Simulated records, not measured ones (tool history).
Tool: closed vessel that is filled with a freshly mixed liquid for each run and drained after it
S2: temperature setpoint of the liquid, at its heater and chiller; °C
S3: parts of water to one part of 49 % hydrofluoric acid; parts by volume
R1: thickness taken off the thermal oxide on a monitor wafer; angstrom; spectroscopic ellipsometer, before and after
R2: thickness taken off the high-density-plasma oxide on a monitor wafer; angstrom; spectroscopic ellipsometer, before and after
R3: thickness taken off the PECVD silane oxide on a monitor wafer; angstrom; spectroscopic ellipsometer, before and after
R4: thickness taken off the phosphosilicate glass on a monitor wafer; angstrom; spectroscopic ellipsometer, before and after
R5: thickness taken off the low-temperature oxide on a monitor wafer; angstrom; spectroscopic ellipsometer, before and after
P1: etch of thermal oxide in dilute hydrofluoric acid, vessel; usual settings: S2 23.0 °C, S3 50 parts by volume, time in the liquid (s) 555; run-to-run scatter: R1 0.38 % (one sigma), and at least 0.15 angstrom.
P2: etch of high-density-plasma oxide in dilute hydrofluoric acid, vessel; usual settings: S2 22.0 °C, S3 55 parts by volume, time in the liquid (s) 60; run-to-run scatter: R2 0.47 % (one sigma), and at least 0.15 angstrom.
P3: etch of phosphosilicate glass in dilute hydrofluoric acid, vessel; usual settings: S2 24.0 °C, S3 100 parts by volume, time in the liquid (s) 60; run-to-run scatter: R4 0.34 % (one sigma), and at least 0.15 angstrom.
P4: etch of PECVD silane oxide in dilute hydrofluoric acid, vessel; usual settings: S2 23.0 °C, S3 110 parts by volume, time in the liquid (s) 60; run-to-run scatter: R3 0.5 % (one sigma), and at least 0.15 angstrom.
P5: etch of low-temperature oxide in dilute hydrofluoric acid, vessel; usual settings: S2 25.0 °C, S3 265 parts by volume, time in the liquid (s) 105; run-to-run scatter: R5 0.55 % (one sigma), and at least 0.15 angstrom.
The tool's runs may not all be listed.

Run 1, hour 3.6: process that ran P1, S2 23.0 °C, S3 50 parts by volume, time in the liquid (s) 555. Result: R1 518.23 angstrom.
Run 2, hour 5.8: process that ran P2, S2 22.0 °C, S3 55 parts by volume, time in the liquid (s) 60. Result: R2 68.997 angstrom.
Run 3, hour 9.9: process that ran P4, S2 23.0 °C, S3 110 parts by volume, time in the liquid (s) 60. Result: R3 188.20 angstrom.
Run 4, hour 14.3: process that ran P1, S2 23.0 °C, S3 70 parts by volume, time in the liquid (s) 555. Result: R1 359.89 angstrom.
Run 5, hour 17.4: process that ran P1, S2 30.5 °C, S3 50 parts by volume, time in the liquid (s) 555. Result: R1 695.64 angstrom.
Run 6, hour 22.4: process that ran P1, S2 23.0 °C, S3 50 parts by volume, time in the liquid (s) 555. Result: R1 515.24 angstrom.
Run 7, hour 27.5: process that ran P3, S2 24.0 °C, S3 60 parts by volume, time in the liquid (s) 60. Result: R4 1163.80 angstrom.
Run 8, hour 31.9: process that ran P1, S2 23.0 °C, S3 50 parts by volume, time in the liquid (s) 1080. Result: R1 996.83 angstrom.
Run 9, hour 35.7: process that ran P1, S2 23.0 °C, S3 50 parts by volume, time in the liquid (s) 555. Result: R1 516.64 angstrom.
Run 10, hour 38.3: process that ran P3, S2 24.0 °C, S3 100 parts by volume, time in the liquid (s) 90. Result: R4 992.52 angstrom.
Run 11, hour 41.1: process that ran P5, S2 25.0 °C, S3 265 parts by volume, time in the liquid (s) 105. Result: R5 48.291 angstrom.
Run 12, hour 44.3: process that ran P1, S2 23.0 °C, S3 50 parts by volume, time in the liquid (s) 555. Result: R1 513.48 angstrom.
Run 13, hour 47.8: process that ran P1, S2 23.0 °C, S3 50 parts by volume, time in the liquid (s) 220. Result: R1 203.32 angstrom.
Run 14, hour 50.3: process that ran P5, S2 25.0 °C, S3 265 parts by volume, time in the liquid (s) 105. Result: R5 48.239 angstrom.
Run 15, hour 53.0: process that ran P2, S2 22.0 °C, S3 20 parts by volume, time in the liquid (s) 60. Result: R2 196.670 angstrom.
Run 16, hour 56.4: process that ran P4, S2 23.0 °C, S3 110 parts by volume, time in the liquid (s) 115. Result: R3 359.08 angstrom.
Run 17, hour 58.9: process that ran P2, S2 22.0 °C, S3 55 parts by volume, time in the liquid (s) 60. Result: R2 68.964 angstrom.
Run 18, hour 61.1: process that ran P4, S2 23.0 °C, S3 110 parts by volume, time in the liquid (s) 60. Result: R3 188.26 angstrom.
Run 19, hour 64.7: process that ran P1, S2 23.0 °C, S3 85 parts by volume, time in the liquid (s) 70. Result: R1 36.57 angstrom.
Run 20, hour 69.2: process that ran P4, S2 23.0 °C, S3 25 parts by volume, time in the liquid (s) 60. Result: R3 912.52 angstrom.
Run 21, hour 72.0: process that ran P1, S2 23.0 °C, S3 50 parts by volume, time in the liquid (s) 555. Result: R1 512.13 angstrom.
Run 22, hour 76.6: process that ran P5, S2 25.0 °C, S3 480 parts by volume, time in the liquid (s) 105. Result: R5 21.803 angstrom.
Run 23, hour 79.0: process that ran P4, S2 17.0 °C, S3 110 parts by volume, time in the liquid (s) 60. Result: R3 147.03 angstrom.
Run 24, hour 82.9: process that ran P1, S2 23.0 °C, S3 50 parts by volume, time in the liquid (s) 555. Result: R1 516.76 angstrom.
Run 25, hour 87.7: process that ran P1, S2 17.0 °C, S3 50 parts by volume, time in the liquid (s) 555. Result: R1 398.12 angstrom.
Run 26, hour 92.0: process that ran P3, S2 17.0 °C, S3 100 parts by volume, time in the liquid (s) 60. Result: R4 497.07 angstrom.
Run 27, hour 95.3: process that ran P3, S2 24.0 °C, S3 100 parts by volume, time in the liquid (s) 60. Result: R4 665.78 angstrom.
Run 28, hour 99.1: process that ran P5, S2 19.0 °C, S3 265 parts by volume, time in the liquid (s) 105. Result: R5 38.368 angstrom.
Run 29, hour 102.7: process that ran P1, S2 23.0 °C, S3 50 parts by volume, time in the liquid (s) 555. Result: R1 515.02 angstrom.
Run 30, hour 106.4: process that ran P2, S2 22.0 °C, S3 55 parts by volume, time in the liquid (s) 120. Result: R2 137.010 angstrom.
Run 31, hour 110.7: process that ran P2, S2 29.0 °C, S3 55 parts by volume, time in the liquid (s) 60. Result: R2 91.005 angstrom.
Run 32, hour 113.2: process that ran P5, S2 25.0 °C, S3 265 parts by volume, time in the liquid (s) 210. Result: R5 96.107 angstrom.
Run 33, hour 118.3: process that ran P1, S2 23.0 °C, S3 20 parts by volume, time in the liquid (s) 555. Result: R1 1341.60 angstrom.
Run 34, hour 121.8: process that ran P1, S2 23.0 °C, S3 50 parts by volume, time in the liquid (s) 555. Result: R1 514.19 angstrom.
Run 35, hour 124.2: process that ran P1, S2 23.0 °C, S3 50 parts by volume, time in the liquid (s) 555. Result: R1 524.59 angstrom.
Run 36, hour 128.8: process that ran P1, S2 23.0 °C, S3 50 parts by volume, time in the liquid (s) 555. Result: R1 535.75 angstrom.
Run 37, hour 132.8: process that ran P1, S2 23.0 °C, S3 50 parts by volume, time in the liquid (s) 555. Result: R1 539.90 angstrom.
Run 38, hour 137.9: process that ran P1, S2 23.0 °C, S3 50 parts by volume, time in the liquid (s) 555. Result: R1 548.03 angstrom.
Run 39, hour 140.2: process that ran P1, S2 23.0 °C, S3 50 parts by volume, time in the liquid (s) 555. Result: R1 543.69 angstrom.
Run 40, hour 145.1: process that ran P1, S2 23.0 °C, S3 50 parts by volume, time in the liquid (s) 555. Result: R1 549.47 angstrom.
Run 41, hour 148.8: process that ran P1, S2 23.0 °C, S3 50 parts by volume, time in the liquid (s) 555. Result: R1 551.91 angstrom.
Run 42, hour 151.5: process that ran P1, S2 23.0 °C, S3 50 parts by volume, time in the liquid (s) 555. Result: R1 548.01 angstrom.
Run 43, hour 155.7: process that ran P1, S2 23.0 °C, S3 50 parts by volume, time in the liquid (s) 555. Result: R1 549.46 angstrom.

What P1 gives has crept away from where it was. These 2 causes fit the log equally well, each at the size given:
A: liquid hotter than its thermometer reads (K) = 1.59
B: hydrofluoric acid flow above the setpoint (%) = 6.35
The creep began at about hour 121.8.

4 check runs are offered, each on 2 wafers whose results are averaged, their results left as question marks. Which one tells the causes apart?
Run check 1, hour 159.9: process that ran P2, S2 28.5 °C, S3 20 parts by volume, time in the liquid (s) 60. Result: R2 ?.
Run check 2, hour 159.9: process that ran P4, S2 17.0 °C, S3 40 parts by volume, time in the liquid (s) 60. Result: R3 ?.
Run check 3, hour 159.9: process that ran P5, S2 25.0 °C, S3 420 parts by volume, time in the liquid (s) 150. Result: R5 ?.
Run check 4, hour 159.9: process that ran P3, S2 24.0 °C, S3 70 parts by volume, time in the liquid (s) 60. Result: R4 ?.

What each check would give under each cause:
  check  result     if A     if B
check 1      R2  277.600  277.200
check 2      R3   466.22   463.95
check 3      R5   39.328   40.684
check 4      R4  1049.20  1052.30
How far apart the two closest causes lie, in the result that separates them most: check 1 0.14 %; check 2 0.49 %; check 3 3.39 %; check 4 0.3 %
Check 3 tells the causes apart: in the others they would give nearly the same result.

Check 3 was then run and gave: R5 39.615 angstrom. Which cause is it?

It is A: liquid hotter than its thermometer reads (K).
